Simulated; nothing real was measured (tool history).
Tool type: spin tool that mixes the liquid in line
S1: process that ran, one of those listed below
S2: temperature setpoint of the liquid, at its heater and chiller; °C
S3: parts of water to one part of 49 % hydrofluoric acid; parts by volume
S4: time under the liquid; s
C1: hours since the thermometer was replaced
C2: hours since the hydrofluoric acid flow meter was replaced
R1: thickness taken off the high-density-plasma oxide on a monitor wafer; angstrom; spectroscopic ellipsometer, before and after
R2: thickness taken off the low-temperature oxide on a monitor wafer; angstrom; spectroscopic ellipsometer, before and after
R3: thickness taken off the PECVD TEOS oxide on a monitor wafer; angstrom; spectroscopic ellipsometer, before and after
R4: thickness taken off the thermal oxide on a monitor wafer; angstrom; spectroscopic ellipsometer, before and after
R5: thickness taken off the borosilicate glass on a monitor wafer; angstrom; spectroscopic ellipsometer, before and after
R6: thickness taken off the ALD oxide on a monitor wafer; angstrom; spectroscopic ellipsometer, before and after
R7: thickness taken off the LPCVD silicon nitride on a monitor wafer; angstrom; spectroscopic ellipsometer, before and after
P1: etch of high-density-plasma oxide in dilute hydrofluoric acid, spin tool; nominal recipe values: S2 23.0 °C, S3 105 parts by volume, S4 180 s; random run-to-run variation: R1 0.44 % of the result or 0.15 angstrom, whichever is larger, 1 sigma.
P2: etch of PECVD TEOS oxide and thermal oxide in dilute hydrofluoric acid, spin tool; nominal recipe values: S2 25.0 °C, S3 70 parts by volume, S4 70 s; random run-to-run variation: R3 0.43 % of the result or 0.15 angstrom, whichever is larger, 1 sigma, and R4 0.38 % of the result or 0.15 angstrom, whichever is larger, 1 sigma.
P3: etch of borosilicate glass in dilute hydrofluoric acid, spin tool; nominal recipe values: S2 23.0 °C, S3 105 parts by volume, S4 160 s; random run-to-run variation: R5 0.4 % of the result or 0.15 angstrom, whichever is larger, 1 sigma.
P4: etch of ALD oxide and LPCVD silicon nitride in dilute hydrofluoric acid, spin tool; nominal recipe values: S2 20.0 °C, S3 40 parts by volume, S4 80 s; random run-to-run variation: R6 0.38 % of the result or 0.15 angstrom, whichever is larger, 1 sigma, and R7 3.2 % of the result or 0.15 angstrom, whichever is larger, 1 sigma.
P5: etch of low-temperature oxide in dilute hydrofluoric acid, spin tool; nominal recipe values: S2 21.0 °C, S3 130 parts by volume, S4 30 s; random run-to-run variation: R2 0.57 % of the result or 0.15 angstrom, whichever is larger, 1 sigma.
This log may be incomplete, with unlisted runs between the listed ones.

Run 1, hour 12.4: S1 P1, S2 23.0 °C, S3 105 parts by volume, S4 180 s; C1 350.8; C2 945.4. Result: R1 81.780 angstrom.
Run 2, hour 30.0: S1 P5, S2 21.0 °C, S3 130 parts by volume, S4 50 s; C1 368.4; C2 963.0. Result: R2 111.940 angstrom.
Run 3, hour 45.4: S1 P1, S2 23.0 °C, S3 150 parts by volume, S4 180 s; C1 383.8; C2 978.4. Result: R1 54.636 angstrom.
Run 4, hour 59.6: S1 P1, S2 18.5 °C, S3 105 parts by volume, S4 180 s; C1 398.0; C2 992.6. Result: R1 68.222 angstrom.
Run 5, hour 69.8: S1 P1, S2 23.0 °C, S3 30 parts by volume, S4 180 s; C1 408.2; C2 1002.8. Result: R1 314.950 angstrom.
Run 6, hour 80.2: S1 P1, S2 23.0 °C, S3 105 parts by volume, S4 180 s; C1 418.6; C2 1013.2. Result: R1 82.279 angstrom.
Run 7, hour 93.1: S1 P1, S2 23.0 °C, S3 105 parts by volume, S4 180 s; C1 431.5; C2 1026.1. Result: R1 81.995 angstrom.
Run 8, hour 103.1: S1 P2, S2 25.0 °C, S3 70 parts by volume, S4 70 s; C1 441.5; C2 1036.1. Result: R3 231.54 angstrom, R4 51.054 angstrom.
Run 9, hour 119.9: S1 P1, S2 28.5 °C, S3 105 parts by volume, S4 180 s; C1 458.3; C2 1052.9. Result: R1 102.010 angstrom.
Run 10, hour 136.3: S1 P1, S2 23.0 °C, S3 105 parts by volume, S4 180 s; C1 474.7; C2 1069.3. Result: R1 81.261 angstrom.
Run 11, hour 149.6: S1 P3, S2 23.0 °C, S3 185 parts by volume, S4 160 s; C1 488.0; C2 1082.6. Result: R5 169.700 angstrom.
Run 12, hour 163.6: S1 P1, S2 29.0 °C, S3 155 parts by volume, S4 180 s; C1 502.0; C2 1096.6. Result: R1 65.605 angstrom.
Run 13, hour 172.7: S1 P3, S2 23.0 °C, S3 105 parts by volume, S4 160 s; C1 511.1; C2 1105.7. Result: R5 326.040 angstrom.
Run 14, hour 190.4: S1 P1, S2 23.0 °C, S3 25 parts by volume, S4 260 s; C1 528.8; C2 1123.4. Result: R1 550.340 angstrom.
Run 15, hour 207.7: S1 P4, S2 20.0 °C, S3 40 parts by volume, S4 20 s; C1 546.1; C2 1140.7. Result: R6 60.585 angstrom, R7 1.9383 angstrom.
Run 16, hour 222.2: S1 P1, S2 23.0 °C, S3 105 parts by volume, S4 180 s; C1 560.6; C2 1155.2. Result: R1 82.079 angstrom.
Run 17, hour 233.8: S1 P1, S2 23.0 °C, S3 105 parts by volume, S4 180 s; C1 572.2; C2 1166.8. Result: R1 82.145 angstrom.
Run 18, hour 245.4: S1 P5, S2 28.5 °C, S3 130 parts by volume, S4 30 s; C1 583.8; C2 1178.4. Result: R2 91.036 angstrom.
Run 19, hour 262.7: S1 P4, S2 20.0 °C, S3 40 parts by volume, S4 80 s; C1 601.1; C2 1195.7. Result: R6 241.640 angstrom, R7 7.9560 angstrom.
Run 20, hour 279.2: S1 P2, S2 25.0 °C, S3 20 parts by volume, S4 70 s; C1 617.6; C2 1212.2. Result: R3 877.34 angstrom, R4 191.710 angstrom.
Run 21, hour 291.0: S1 P5, S2 21.0 °C, S3 130 parts by volume, S4 30 s; C1 629.4; C2 1224.0. Result: R2 67.120 angstrom.
Run 22, hour 308.5: S1 P4, S2 20.0 °C, S3 40 parts by volume, S4 80 s; C1 646.9; C2 1241.5. Result: R6 242.150 angstrom, R7 8.2153 angstrom.
Run 23, hour 323.1: S1 P5, S2 21.0 °C, S3 215 parts by volume, S4 30 s; C1 661.5; C2 1256.1. Result: R2 37.604 angstrom.
Run 24, hour 333.3: S1 P3, S2 23.0 °C, S3 105 parts by volume, S4 160 s; C1 671.7; C2 1266.3. Result: R5 326.500 angstrom.
Run 25, hour 349.6: S1 P2, S2 21.5 °C, S3 70 parts by volume, S4 70 s; C1 688.0; C2 1282.6. Result: R3 200.48 angstrom, R4 44.302 angstrom.
Run 26, hour 364.4: S1 P4, S2 17.0 °C, S3 40 parts by volume, S4 80 s; C1 702.8; C2 1297.4. Result: R6 214.160 angstrom, R7 6.7969 angstrom.
Run 27, hour 379.7: S1 P4, S2 20.0 °C, S3 20 parts by volume, S4 80 s; C1 718.1; C2 1312.7. Result: R6 497.550 angstrom, R7 15.5320 angstrom.
Run 28, hour 397.6: S1 P3, S2 28.5 °C, S3 105 parts by volume, S4 160 s; C1 736.0; C2 1330.6. Result: R5 403.630 angstrom.
Run 29, hour 414.9: S1 P1, S2 23.0 °C, S3 105 parts by volume, S4 80 s; C1 753.3; C2 1347.9. Result: R1 36.431 angstrom.
Run 30, hour 423.3: S1 P2, S2 25.0 °C, S3 70 parts by volume, S4 70 s; C1 761.7; C2 1356.3. Result: R3 231.85 angstrom, R4 51.243 angstrom.
Run 31, hour 433.4: S1 P2, S2 25.0 °C, S3 70 parts by volume, S4 40 s; C1 771.8; C2 1366.4. Result: R3 132.00 angstrom, R4 29.076 angstrom.
Run 32, hour 445.7: S1 P5, S2 21.0 °C, S3 130 parts by volume, S4 30 s; C1 784.1; C2 1378.7. Result: R2 67.182 angstrom.
Run 33, hour 455.5: S1 P3, S2 23.0 °C, S3 105 parts by volume, S4 20 s; C1 793.9; C2 1388.5. Result: R5 40.505 angstrom.
Run 34, hour 465.5: S1 P1, S2 23.0 °C, S3 105 parts by volume, S4 290 s; C1 803.9; C2 1398.5. Result: R1 132.460 angstrom.
Run 35, hour 474.2: S1 P1, S2 23.0 °C, S3 105 parts by volume, S4 180 s; C1 812.6; C2 1407.2. Result: R1 81.988 angstrom.
Run 36, hour 492.2: S1 P1, S2 23.0 °C, S3 105 parts by volume, S4 180 s; C1 830.6; C2 1425.2. Result: R1 79.102 angstrom.
Run 37, hour 507.2: S1 P1, S2 23.0 °C, S3 105 parts by volume, S4 180 s; C1 845.6; C2 1440.2. Result: R1 77.596 angstrom.
Run 38, hour 522.4: S1 P1, S2 23.0 °C, S3 105 parts by volume, S4 180 s; C1 860.8; C2 1455.4. Result: R1 77.729 angstrom.
Run 39, hour 534.7: S1 P1, S2 23.0 °C, S3 105 parts by volume, S4 180 s; C1 873.1; C2 1467.7. Result: R1 76.715 angstrom.
Run 40, hour 544.1: S1 P1, S2 23.0 °C, S3 105 parts by volume, S4 180 s; C1 882.5; C2 1477.1. Result: R1 76.097 angstrom.
Run 41, hour 561.7: S1 P1, S2 23.0 °C, S3 105 parts by volume, S4 180 s; C1 900.1; C2 1494.7. Result: R1 76.028 angstrom.
Run 42, hour 578.7: S1 P1, S2 23.0 °C, S3 105 parts by volume, S4 180 s; C1 917.1; C2 1511.7. Result: R1 75.617 angstrom.
Run 43, hour 592.3: S1 P1, S2 23.0 °C, S3 105 parts by volume, S4 180 s; C1 930.7; C2 1525.3. Result: R1 75.847 angstrom.
Run 44, hour 610.6: S1 P1, S2 23.0 °C, S3 105 parts by volume, S4 180 s; C1 949.0; C2 1543.6. Result: R1 75.714 angstrom.
Run 45, hour 621.0: S1 P1, S2 23.0 °C, S3 105 parts by volume, S4 180 s; C1 959.4; C2 1554.0. Result: R1 75.428 angstrom.

The output of P1 has drifted from where it used to be. Each of the 2 causes below, taken at the size shown beside it, accounts for the log equally well:
A: liquid colder than its thermometer reads (K) = 2.06
B: hydrofluoric acid flow below the setpoint (%) = 7.04
The onset of the drift is placed at about hour 474.2.

Which of the check runs below tells the causes apart, meaning the causes would give it clearly different results? Each run uses 5 wafers whose results are averaged, and each result is shown as a question mark.
Run check 1, hour 631.4: S1 P2, S2 25.0 °C, S3 70 parts by volume, S4 70 s. Result: R3 ?, R4 ?.
Run check 2, hour 631.4: S1 P4, S2 20.0 °C, S3 40 parts by volume, S4 80 s. Result: R6 ?, R7 ?.
Run check 3, hour 631.4: S1 P5, S2 21.0 °C, S3 130 parts by volume, S4 30 s. Result: R2 ?.
Run check 4, hour 631.4: S1 P3, S2 23.0 °C, S3 105 parts by volume, S4 160 s. Result: R5 ?.

What each check would give under each cause:
  check  result     if A     if B
check 1      R3   213.09   213.84
check 1      R4   46.746   46.912
check 2      R6  221.750  224.460
check 2      R7   6.9411   7.4745
check 3      R2   62.145   62.100
check 4      R5  300.180  300.310
Per check, the gap between the least separated pair of causes, taken in the result that splits them most: check 1 0.35 %; check 2 7.4 %; check 3 0.07 %; check 4 0.05 %
Of the check runs offered, only check 2 discriminates between the causes; the rest would read about the same regardless of which cause applies.

With check 2 done, the readings were: R6 224.370 angstrom; R7 7.6833 angstrom. Identify which of the listed causes applies.

Of the candidate causes, it is B: hydrofluoric acid flow below the setpoint (%).
